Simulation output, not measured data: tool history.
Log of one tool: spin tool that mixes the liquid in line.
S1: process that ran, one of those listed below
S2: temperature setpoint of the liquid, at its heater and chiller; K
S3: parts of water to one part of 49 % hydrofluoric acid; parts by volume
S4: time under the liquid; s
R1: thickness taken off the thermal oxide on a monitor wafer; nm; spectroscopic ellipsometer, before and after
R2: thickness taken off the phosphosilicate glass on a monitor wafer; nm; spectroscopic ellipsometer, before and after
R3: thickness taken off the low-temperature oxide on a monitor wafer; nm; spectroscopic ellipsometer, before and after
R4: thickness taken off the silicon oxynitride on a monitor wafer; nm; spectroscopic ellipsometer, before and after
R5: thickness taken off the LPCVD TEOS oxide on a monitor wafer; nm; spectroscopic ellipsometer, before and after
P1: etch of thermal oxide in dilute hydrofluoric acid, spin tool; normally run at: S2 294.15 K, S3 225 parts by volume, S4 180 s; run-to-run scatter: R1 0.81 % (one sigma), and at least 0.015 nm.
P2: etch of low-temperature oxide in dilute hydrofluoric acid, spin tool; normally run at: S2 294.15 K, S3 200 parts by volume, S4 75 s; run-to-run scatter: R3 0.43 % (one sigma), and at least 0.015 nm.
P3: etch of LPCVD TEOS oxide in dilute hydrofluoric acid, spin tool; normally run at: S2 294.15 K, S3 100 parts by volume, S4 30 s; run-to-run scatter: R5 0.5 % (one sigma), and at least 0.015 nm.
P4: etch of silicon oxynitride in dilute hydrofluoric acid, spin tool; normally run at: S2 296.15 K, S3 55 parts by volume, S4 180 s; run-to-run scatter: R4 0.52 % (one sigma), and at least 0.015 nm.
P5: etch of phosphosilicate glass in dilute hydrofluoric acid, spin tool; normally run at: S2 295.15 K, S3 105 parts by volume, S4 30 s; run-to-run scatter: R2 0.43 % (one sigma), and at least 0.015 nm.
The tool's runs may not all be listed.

| run | hour | S1 | S2 | S3 | S4 | R1 | R2 | R3 | R4 | R5 |
|---|---|---|---|---|---|---|---|---|---|---|
| 1 | 14.3 | P1 | 294.15 | 225 | 180 | 2.9401 |  |  |  |  |
| 2 | 30 | P5 | 295.15 | 105 | 30 |  | 16.015 |  |  |  |
| 3 | 40.1 | P2 | 294.15 | 200 | 75 |  |  | 4.9158 |  |  |
| 4 | 52.2 | P1 | 294.15 | 225 | 180 | 3.0361 |  |  |  |  |
| 5 | 68.7 | P4 | 296.15 | 95 | 180 |  |  |  | 6.4086 |  |
| 6 | 84 | P5 | 295.15 | 105 | 60 |  | 31.746 |  |  |  |
| 7 | 97.3 | P5 | 295.15 | 180 | 30 |  | 8.5904 |  |  |  |
| 8 | 109.1 | P1 | 294.15 | 410 | 180 | 1.4004 |  |  |  |  |
| 9 | 117.9 | P2 | 294.15 | 200 | 15 |  |  | 0.97898 |  |  |
| 10 | 132.4 | P2 | 294.15 | 285 | 75 |  |  | 3.1542 |  |  |
| 11 | 144 | P1 | 298.15 | 225 | 15 | 0.27859 |  |  |  |  |
| 12 | 157.4 | P3 | 294.15 | 150 | 30 |  |  |  |  | 4.5046 |
| 13 | 168.2 | P1 | 299.15 | 225 | 180 | 3.6053 |  |  |  |  |
| 14 | 181.7 | P3 | 294.15 | 100 | 30 |  |  |  |  | 7.1411 |
| 15 | 194.6 | P5 | 303.65 | 105 | 30 |  | 22.028 |  |  |  |
| 16 | 209.6 | P1 | 294.15 | 225 | 265 | 4.3844 |  |  |  |  |
| 17 | 219.9 | P1 | 290.15 | 225 | 180 | 2.5832 |  |  |  |  |
| 18 | 233.6 | P1 | 294.15 | 225 | 180 | 2.9913 |  |  |  |  |
| 19 | 248 | P5 | 295.15 | 105 | 30 |  | 15.984 |  |  |  |
| 20 | 259.3 | P1 | 294.15 | 110 | 180 | 6.9432 |  |  |  |  |
| 21 | 273 | P4 | 296.15 | 55 | 15 |  |  |  | 0.96263 |  |
| 22 | 285 | P3 | 301.65 | 100 | 30 |  |  |  |  | 9.6297 |
| 23 | 299.1 | P4 | 296.15 | 55 | 180 |  |  |  | 11.556 |  |
| 24 | 314.7 | P4 | 302.15 | 55 | 180 |  |  |  | 15.423 |  |
| 25 | 330.4 | P1 | 294.15 | 225 | 50 | 0.84444 |  |  |  |  |
| 26 | 344.8 | P2 | 290.15 | 200 | 75 |  |  | 4.2084 |  |  |
| 27 | 360.8 | P1 | 294.15 | 225 | 180 | 3.0178 |  |  |  |  |
| 28 | 370.5 | P1 | 294.15 | 225 | 180 | 3.0583 |  |  |  |  |
| 29 | 383.7 | P3 | 294.15 | 100 | 60 |  |  |  |  | 14.431 |
| 30 | 391.5 | P1 | 294.15 | 130 | 315 | 10.105 |  |  |  |  |
| 31 | 400.2 | P1 | 294.15 | 225 | 180 | 2.9789 |  |  |  |  |
| 32 | 415.9 | P1 | 294.15 | 225 | 180 | 3.1102 |  |  |  |  |
| 33 | 430.1 | P1 | 294.15 | 225 | 180 | 3.161 |  |  |  |  |
| 34 | 438.8 | P1 | 294.15 | 225 | 180 | 3.206 |  |  |  |  |
| 35 | 452.2 | P1 | 294.15 | 225 | 180 | 3.2151 |  |  |  |  |
| 36 | 467.2 | P1 | 294.15 | 225 | 180 | 3.2418 |  |  |  |  |
| 37 | 475.2 | P1 | 294.15 | 225 | 180 | 3.2696 |  |  |  |  |

Forecast run 38:
| 38 | 490.2 | P1 | 294.15 | 225 | 180 | ? |  |  |  |  |

R1: 3.2877 nm
